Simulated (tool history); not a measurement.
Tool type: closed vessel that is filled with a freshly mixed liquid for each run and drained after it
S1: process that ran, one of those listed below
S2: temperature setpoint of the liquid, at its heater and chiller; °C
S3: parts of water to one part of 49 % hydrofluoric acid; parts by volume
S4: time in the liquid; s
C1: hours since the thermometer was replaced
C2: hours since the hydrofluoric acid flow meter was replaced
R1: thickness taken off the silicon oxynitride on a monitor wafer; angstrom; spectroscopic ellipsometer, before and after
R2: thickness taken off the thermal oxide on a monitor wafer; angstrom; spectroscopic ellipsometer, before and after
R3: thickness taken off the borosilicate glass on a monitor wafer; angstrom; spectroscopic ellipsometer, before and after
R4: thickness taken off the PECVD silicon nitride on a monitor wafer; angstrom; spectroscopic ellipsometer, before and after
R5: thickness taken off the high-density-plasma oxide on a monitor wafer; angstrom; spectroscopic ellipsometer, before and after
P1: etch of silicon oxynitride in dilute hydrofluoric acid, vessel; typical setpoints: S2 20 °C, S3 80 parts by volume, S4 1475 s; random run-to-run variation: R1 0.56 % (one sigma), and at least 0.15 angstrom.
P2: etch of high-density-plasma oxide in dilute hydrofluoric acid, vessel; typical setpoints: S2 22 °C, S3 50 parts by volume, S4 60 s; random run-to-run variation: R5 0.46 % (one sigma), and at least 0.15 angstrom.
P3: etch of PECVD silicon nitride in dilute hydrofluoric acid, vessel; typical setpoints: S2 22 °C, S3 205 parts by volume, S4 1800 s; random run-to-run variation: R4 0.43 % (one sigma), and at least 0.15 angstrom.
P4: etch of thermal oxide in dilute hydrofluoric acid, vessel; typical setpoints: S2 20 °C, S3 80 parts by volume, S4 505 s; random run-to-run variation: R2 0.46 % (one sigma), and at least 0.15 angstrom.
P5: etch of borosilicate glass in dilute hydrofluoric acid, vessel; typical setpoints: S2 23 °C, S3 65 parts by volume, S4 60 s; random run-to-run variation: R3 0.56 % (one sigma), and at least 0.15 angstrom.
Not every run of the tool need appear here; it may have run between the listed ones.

| run | hour | S1 | S2 | S3 | S4 | C1 | C2 | R1 | R2 | R3 | R4 | R5 |
|---|---|---|---|---|---|---|---|---|---|---|---|---|
| 1 | 9.7 | P1 | 20 | 80 | 1475 | 1170.7 | 597.4 | 221.03 |  |  |  |  |
| 2 | 21.9 | P1 | 24.5 | 80 | 310 | 1182.9 | 609.6 | 57.832 |  |  |  |  |
| 3 | 37.1 | P4 | 20 | 80 | 955 | 1198.1 | 624.8 |  | 491.82 |  |  |  |
| 4 | 52.5 | P1 | 20 | 80 | 1475 | 1213.5 | 640.2 | 220.97 |  |  |  |  |
| 5 | 67.3 | P5 | 23 | 65 | 60 | 1228.3 | 655 |  |  | 203.5 |  |  |
| 6 | 77.1 | P4 | 20 | 20 | 505 | 1238.1 | 664.8 |  | 1129.1 |  |  |  |
| 7 | 86.4 | P3 | 22 | 205 | 3415 | 1247.4 | 674.1 |  |  |  | 315.2 |  |
| 8 | 98.4 | P3 | 22 | 205 | 1800 | 1259.4 | 686.1 |  |  |  | 167 |  |
|  | 106.9 | hydrofluoric acid flow meter replaced |
| 9 | 108.6 | P5 | 23 | 65 | 35 | 1269.6 | 1.8 |  |  | 119.02 |  |  |
| 10 | 121.8 | P1 | 20 | 80 | 2900 | 1282.8 | 15 | 437.69 |  |  |  |  |
| 11 | 129.9 | P1 | 20 | 80 | 1475 | 1290.9 | 23.1 | 225.12 |  |  |  |  |
| 12 | 140.7 | P4 | 20 | 80 | 505 | 1301.7 | 33.9 |  | 264.56 |  |  |  |
| 13 | 149.3 | P1 | 20 | 80 | 1475 | 1310.3 | 42.5 | 221.88 |  |  |  |  |
| 14 | 157.2 | P3 | 17 | 205 | 1800 | 1318.2 | 50.4 |  |  |  | 120.91 |  |
| 15 | 172.4 | P1 | 17 | 80 | 1475 | 1333.4 | 65.6 | 191.14 |  |  |  |  |
| 16 | 186.4 | P1 | 20 | 45 | 1475 | 1347.4 | 79.6 | 404.18 |  |  |  |  |
| 17 | 197.1 | P1 | 20 | 135 | 125 | 1358.1 | 90.3 | 10.733 |  |  |  |  |
| 18 | 210.3 | P5 | 19.5 | 65 | 60 | 1371.3 | 103.5 |  |  | 177.08 |  |  |
| 19 | 218 | P5 | 23 | 20 | 60 | 1379 | 111.2 |  |  | 702.63 |  |  |
| 20 | 229.9 | P2 | 22 | 50 | 60 | 1390.9 | 123.1 |  |  |  |  | 83.388 |
| 21 | 237.7 | P1 | 26 | 80 | 1475 | 1398.7 | 130.9 | 299.28 |  |  |  |  |
| 22 | 251 | P2 | 22 | 20 | 60 | 1412 | 144.2 |  |  |  |  | 216.11 |
| 23 | 263.9 | P1 | 20 | 80 | 1475 | 1424.9 | 157.1 | 219.87 |  |  |  |  |
| 24 | 271 | P2 | 22 | 50 | 95 | 1432 | 164.2 |  |  |  |  | 132.96 |
| 25 | 277.7 | P2 | 17 | 50 | 60 | 1438.7 | 170.9 |  |  |  |  | 67.254 |
| 26 | 291.7 | P4 | 17 | 80 | 505 | 1452.7 | 184.9 |  | 230.83 |  |  |  |
| 27 | 304.2 | P1 | 17 | 105 | 1475 | 1465.2 | 197.4 | 144.29 |  |  |  |  |
| 28 | 319.4 | P1 | 20 | 80 | 1475 | 1480.4 | 212.6 | 219.92 |  |  |  |  |
| 29 | 328 | P3 | 22 | 205 | 1800 | 1489 | 221.2 |  |  |  | 165.36 |  |
| 30 | 335 | P1 | 20 | 80 | 365 | 1496 | 228.2 | 54.818 |  |  |  |  |
| 31 | 346.1 | P3 | 22 | 355 | 1800 | 1507.1 | 239.3 |  |  |  | 98.311 |  |
| 32 | 357.9 | P1 | 20 | 135 | 1475 | 1518.9 | 251.1 | 124.7 |  |  |  |  |
| 33 | 372.9 | P1 | 20 | 80 | 1475 | 1533.9 | 266.1 | 220.68 |  |  |  |  |
| 34 | 387 | P1 | 20 | 80 | 1475 | 1548 | 280.2 | 212.96 |  |  |  |  |
| 35 | 398.4 | P1 | 20 | 80 | 1475 | 1559.4 | 291.6 | 208.84 |  |  |  |  |
| 36 | 406.5 | P1 | 20 | 80 | 1475 | 1567.5 | 299.7 | 209.08 |  |  |  |  |
| 37 | 413.2 | P1 | 20 | 80 | 1475 | 1574.2 | 306.4 | 206.93 |  |  |  |  |
| 38 | 421.8 | P1 | 20 | 80 | 1475 | 1582.8 | 315 | 205.77 |  |  |  |  |
| 39 | 429.7 | P1 | 20 | 80 | 1475 | 1590.7 | 322.9 | 204.62 |  |  |  |  |
| 40 | 443.7 | P1 | 20 | 80 | 1475 | 1604.7 | 336.9 | 204.02 |  |  |  |  |
| 41 | 453.2 | P1 | 20 | 80 | 1475 | 1614.2 | 346.4 | 202.77 |  |  |  |  |
| 42 | 466.1 | P1 | 20 | 80 | 1475 | 1627.1 | 359.3 | 200.87 |  |  |  |  |
| 43 | 474.1 | P1 | 20 | 80 | 1475 | 1635.1 | 367.3 | 199.63 |  |  |  |  |
| 44 | 483 | P1 | 20 | 80 | 1475 | 1644 | 376.2 | 202.69 |  |  |  |  |

The log shows P1 creeping away from where it was. Any of the 2 causes listed here, at the size stated for it, fits the log just as well as the others:
A: liquid colder than its thermometer reads (K) = 1.93
B: hydrofluoric acid flow below the setpoint (%) = 8.63
The process output started creeping at around hour 372.9.

Which of the 4 check runs listed below separates the causes, so that each cause would produce a clearly different result? Each run uses one wafer, and its results are marked with question marks.
| check 1 | 491.9 | P2 | 18.5 | 25 | 60 |  |  |  |  |  |  | ? |
| check 2 | 491.9 | P3 | 19 | 205 | 2655 |  |  |  |  |  | ? |  |
| check 3 | 491.9 | P5 | 19.5 | 25 | 60 |  |  |  |  | ? |  |  |
| check 4 | 491.9 | P4 | 20 | 20 | 505 |  |  |  | ? |  |  |  |

Check results expected under each cause:
| check | result | if A | if B |
|---|---|---|---|
| check 1 | R5 | 136.2 | 135.12 |
| check 2 | R4 | 178.17 | 185.73 |
| check 3 | R3 | 442.39 | 438.61 |
| check 4 | R2 | 1036.1 | 1027.7 |
Minimum pairwise separation of causes per check, each pair taken at its best-separating result: check 1 0.79 %; check 2 4.16 %; check 3 0.86 %; check 4 0.81 %
Only in check 2 would the causes give clearly different results; in the remaining checks their results would be nearly the same.

Check 2 has now been run. It gave: R4 178.42 angstrom. Which of the candidate causes is it?

The cause is A: liquid colder than its thermometer reads (K).

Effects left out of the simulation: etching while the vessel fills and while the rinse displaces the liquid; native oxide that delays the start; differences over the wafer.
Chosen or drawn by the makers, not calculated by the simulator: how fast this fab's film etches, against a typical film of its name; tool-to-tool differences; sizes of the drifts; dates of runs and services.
